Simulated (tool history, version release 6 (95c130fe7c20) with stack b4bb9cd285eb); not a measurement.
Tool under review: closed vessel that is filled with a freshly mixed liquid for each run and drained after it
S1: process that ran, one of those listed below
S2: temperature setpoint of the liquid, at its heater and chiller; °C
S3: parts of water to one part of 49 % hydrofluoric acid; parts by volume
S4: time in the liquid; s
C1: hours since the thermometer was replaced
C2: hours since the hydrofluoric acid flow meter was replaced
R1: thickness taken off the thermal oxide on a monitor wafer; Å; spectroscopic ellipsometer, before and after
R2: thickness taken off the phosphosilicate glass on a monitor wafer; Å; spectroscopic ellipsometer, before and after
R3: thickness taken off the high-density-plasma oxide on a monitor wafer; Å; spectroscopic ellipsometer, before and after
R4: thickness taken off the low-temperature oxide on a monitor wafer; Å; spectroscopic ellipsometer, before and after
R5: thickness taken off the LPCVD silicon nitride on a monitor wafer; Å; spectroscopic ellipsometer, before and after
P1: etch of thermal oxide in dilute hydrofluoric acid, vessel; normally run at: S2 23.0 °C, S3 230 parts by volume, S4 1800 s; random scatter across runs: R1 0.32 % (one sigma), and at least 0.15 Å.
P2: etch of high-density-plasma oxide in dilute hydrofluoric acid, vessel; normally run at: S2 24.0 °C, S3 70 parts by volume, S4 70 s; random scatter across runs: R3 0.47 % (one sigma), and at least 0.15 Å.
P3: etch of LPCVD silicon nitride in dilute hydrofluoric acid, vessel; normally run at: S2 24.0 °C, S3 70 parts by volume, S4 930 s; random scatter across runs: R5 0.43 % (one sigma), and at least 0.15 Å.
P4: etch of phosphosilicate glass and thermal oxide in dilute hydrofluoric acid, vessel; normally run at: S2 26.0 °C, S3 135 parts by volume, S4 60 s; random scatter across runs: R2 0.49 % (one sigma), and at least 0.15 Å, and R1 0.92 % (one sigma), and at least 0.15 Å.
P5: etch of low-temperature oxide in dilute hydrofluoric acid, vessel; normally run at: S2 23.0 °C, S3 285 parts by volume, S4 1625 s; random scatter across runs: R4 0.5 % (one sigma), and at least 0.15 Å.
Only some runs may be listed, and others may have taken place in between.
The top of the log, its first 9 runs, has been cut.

| run | hour | S1 | S2 | S3 | S4 | C1 | C2 | R1 | R2 | R3 | R4 | R5 |
|---|---|---|---|---|---|---|---|---|---|---|---|---|
| 10 | 82.9 | P5 | 23.0 | 285 | 1625 | 391.7 | 309.1 |  |  |  | 501.520 |  |
| 11 | 89.0 | P1 | 23.0 | 425 | 1800 | 397.8 | 315.2 | 145.280 |  |  |  |  |
| 12 | 97.2 | P5 | 23.0 | 285 | 1625 | 406.0 | 323.4 |  |  |  | 502.120 |  |
| 13 | 106.2 | P5 | 23.0 | 515 | 1625 | 415.0 | 332.4 |  |  |  | 224.770 |  |
|  | 110.9 | thermometer replaced |
| 14 | 114.4 | P5 | 17.0 | 285 | 1625 | 3.6 | 340.6 |  |  |  | 402.990 |  |
| 15 | 122.4 | P3 | 28.0 | 70 | 930 | 11.6 | 348.6 |  |  |  |  | 77.500 |
| 16 | 133.0 | P4 | 26.0 | 75 | 60 | 22.2 | 359.2 | 42.981 | 538.36 |  |  |  |
|  | 141.3 | hydrofluoric acid flow meter replaced |
| 17 | 142.9 | P3 | 24.0 | 125 | 930 | 32.1 | 1.7 |  |  |  |  | 33.476 |
| 18 | 150.9 | P1 | 23.0 | 230 | 1800 | 40.1 | 9.7 | 321.910 |  |  |  |  |
| 19 | 157.7 | P3 | 24.0 | 70 | 930 | 46.9 | 16.5 |  |  |  |  | 58.988 |
| 20 | 169.0 | P4 | 26.0 | 135 | 60 | 58.2 | 27.8 | 22.135 | 276.36 |  |  |  |
| 21 | 179.4 | P1 | 18.0 | 350 | 1800 | 68.6 | 38.2 | 158.910 |  |  |  |  |
| 22 | 190.9 | P2 | 24.0 | 35 | 70 | 80.1 | 49.7 |  |  | 112.990 |  |  |
| 23 | 202.5 | P2 | 24.0 | 70 | 70 | 91.7 | 61.3 |  |  | 54.388 |  |  |
| 24 | 209.6 | P1 | 28.5 | 65 | 1800 | 98.8 | 68.4 | 1713.600 |  |  |  |  |
| 25 | 221.2 | P3 | 24.0 | 70 | 930 | 110.4 | 80.0 |  |  |  |  | 58.998 |
| 26 | 229.4 | P2 | 24.0 | 70 | 115 | 118.6 | 88.2 |  |  | 88.787 |  |  |
| 27 | 235.5 | P2 | 20.0 | 70 | 70 | 124.7 | 94.3 |  |  | 46.250 |  |  |

Run 28 is up next; what results do you expect?
| 28 | 240.7 | P1 | 23.0 | 230 | 275 | 129.9 | 99.5 | ? |  |  |  |  |

{"run 28": {"R1": 49.045}}
